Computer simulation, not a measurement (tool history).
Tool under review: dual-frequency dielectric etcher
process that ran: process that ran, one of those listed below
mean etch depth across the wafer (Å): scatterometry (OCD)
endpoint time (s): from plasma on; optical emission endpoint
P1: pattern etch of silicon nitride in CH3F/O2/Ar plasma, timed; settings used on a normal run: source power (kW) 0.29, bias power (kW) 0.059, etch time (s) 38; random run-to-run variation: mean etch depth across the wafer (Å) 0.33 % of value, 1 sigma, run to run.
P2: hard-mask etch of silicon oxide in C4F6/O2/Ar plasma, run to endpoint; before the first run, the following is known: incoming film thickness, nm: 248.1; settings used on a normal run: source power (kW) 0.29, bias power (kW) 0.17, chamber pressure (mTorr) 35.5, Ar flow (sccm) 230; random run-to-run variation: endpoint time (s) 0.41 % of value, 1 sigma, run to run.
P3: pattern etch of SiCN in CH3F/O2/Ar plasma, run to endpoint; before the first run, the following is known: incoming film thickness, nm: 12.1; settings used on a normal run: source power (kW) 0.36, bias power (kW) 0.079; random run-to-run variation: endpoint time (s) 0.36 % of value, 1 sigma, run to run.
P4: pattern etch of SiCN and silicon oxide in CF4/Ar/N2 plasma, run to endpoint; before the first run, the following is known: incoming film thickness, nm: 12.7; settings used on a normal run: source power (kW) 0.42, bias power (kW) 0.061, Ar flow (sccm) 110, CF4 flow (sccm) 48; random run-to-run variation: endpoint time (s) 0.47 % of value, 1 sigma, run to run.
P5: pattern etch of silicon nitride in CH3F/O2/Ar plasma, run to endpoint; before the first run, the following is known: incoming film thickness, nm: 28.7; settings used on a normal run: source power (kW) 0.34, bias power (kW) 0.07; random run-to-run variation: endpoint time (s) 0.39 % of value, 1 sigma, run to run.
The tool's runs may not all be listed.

run,day,process that ran,source power (kW),bias power (kW),etch time (s),Ar flow (sccm),CF4 flow (sccm),chamber pressure (mTorr),hours since the last wet clean,hours since the last source power generator calibration,hours since the last bias power generator calibration,mean etch depth across the wafer (Å),endpoint time (s)
1,0.438,P1,0.29,0.059,38,,,,106.1,2386.7,989.4,220.63,
2,0.725,P5,0.34,0.099,,,,,113,2393.6,996.3,,40.036
3,1.025,P3,0.36,0.079,,,,,120.2,2400.8,1003.5,,33.022
4,1.283,P1,0.29,0.079,38,,,,126.4,2407,1009.7,244.81,
5,1.604,P1,0.29,0.059,28.5,,,,134.1,2414.7,1017.4,165.58,
6,2.079,P1,0.2,0.059,30.5,,,,145.5,2426.1,1028.8,154.59,
7,2.3,P4,0.42,0.061,,110,48,,150.8,2431.4,1034.1,,17.725
8,2.521,P1,0.34,0.059,54,,,,156.1,2436.7,1039.4,334.98,
9,2.829,P1,0.29,0.059,38,,,,163.5,2444.1,1046.8,221.24,
10,3.142,P2,0.29,0.17,,323,,35.5,171,2451.6,1054.3,,92.703
11,3.525,P5,0.43,0.07,,,,,180.2,2460.8,1063.5,,41.637
12,4,P5,0.34,0.07,,,,,191.6,2472.2,1074.9,,45.276
13,4.221,P4,0.55,0.061,,110,48,,196.9,2477.5,1080.2,,14.036
14,4.479,P3,0.5,0.079,,,,,203.1,2483.7,1086.4,,29.185
15,4.796,P4,0.42,0.037,,110,48,,210.7,2491.3,1094,,20.642
16,5.217,P3,0.36,0.053,,,,,220.8,2501.4,1104.1,,38.03
17,5.454,P1,0.29,0.059,38,,,,226.5,2507.1,1109.8,221.82,
18,5.746,P1,0.29,0.036,38,,,,233.5,2514.1,1116.8,188.86,
19,6.133,P5,0.34,0.07,,,,,242.8,2523.4,1126.1,,45.202
20,6.517,P1,0.29,0.059,38,,,,252,2532.6,1135.3,220.99,
21,6.854,P1,0.4,0.073,38,,,,260.1,2540.7,1143.4,268.89,
# day 6.954: wet clean of the chamber
22,7.308,P1,0.29,0.059,38,,,,8.6,2551.6,1154.3,221.35,
23,7.758,P2,0.19,0.17,,230,,35.5,19.4,2562.4,1165.1,,105.72
24,8.2,P4,0.42,0.061,,110,66,,30,2573,1175.7,,16.798
25,8.554,P1,0.23,0.059,38,,,,38.5,2581.5,1184.2,201.1,
26,8.8,P1,0.29,0.059,56,,,,44.4,2587.4,1190.1,325.91,
27,9.075,P2,0.29,0.17,,230,,35.5,51,2594,1196.7,,89.092
28,9.55,P1,0.38,0.059,38,,,,62.4,2605.4,1208.1,244.77,
29,9.867,P2,0.29,0.214,,230,,35.5,70,2613,1215.7,,82.952
30,10.1,P2,0.29,0.17,,230,,35.5,75.6,2618.6,1221.3,,89.504
31,10.492,P4,0.42,0.061,,141,48,,85,2628,1230.7,,18.486
32,10.85,P2,0.29,0.17,,230,,46,93.6,2636.6,1239.3,,92.378
33,11.129,P1,0.29,0.059,38,,,,100.3,2643.3,1246,220.51,
34,11.604,P1,0.29,0.059,38,,,,111.7,2654.7,1257.4,220.29,
35,11.808,P1,0.29,0.059,38,,,,116.6,2659.6,1262.3,221.82,
36,12.2,P1,0.29,0.059,38,,,,126,2669,1271.7,222.82,
# day 12.575: wet clean of the chamber
37,12.658,P1,0.29,0.059,38,,,,2,2680,1282.7,224.63,
38,12.971,P1,0.29,0.059,38,,,,9.5,2687.5,1290.2,224.29,
39,13.246,P1,0.29,0.059,38,,,,16.1,2694.1,1296.8,225.45,
40,13.588,P1,0.29,0.059,38,,,,24.3,2702.3,1305,224.56,

What P1 gives has crept off from where it sat before. The 2 causes that follow fit the log equally well, each at the size noted:
A: source power that arrives over what is set, % = 4.34
B: bias power that arrives over what is set, % = 4.92
Onset of the creep was near day 11.604.
What rules out each remaining cause:
chamber walls in a state that raises the etch rate, %: serviced at day 12.575, which brought nothing back

You are offered 4 check runs, listed below with question marks in place of their results; each one averages 3 wafers. Which run separates the listed causes by giving clearly different results for each?
check 1,13.929,P2,0.19,0.17,,315,,35.5,,,,,?
check 2,13.929,P5,0.39,0.083,,,,,,,,,?
check 3,13.929,P4,0.54,0.044,,110,48,,,,,,?
check 4,13.929,P3,0.5,0.054,,,,,,,,,?

If the cause were each of the candidates in turn, the checks would give the following:
check,result,if A,if B
check 1,endpoint time (s),107.11,107.16
check 2,endpoint time (s),39.96,39.915
check 3,endpoint time (s),15.252,15.595
check 4,endpoint time (s),32.615,32.64
Minimum pairwise separation of causes per check, each pair taken at its best-separating result: check 1 0.05 %; check 2 0.11 %; check 3 2.22 %; check 4 0.08 %
Check 3 tells the causes apart: in the others they would give nearly the same result.

After running check 3, the following was obtained: endpoint time (s) 15.632. Which cause does this point to?

The cause is B: bias power that arrives over what is set, %.
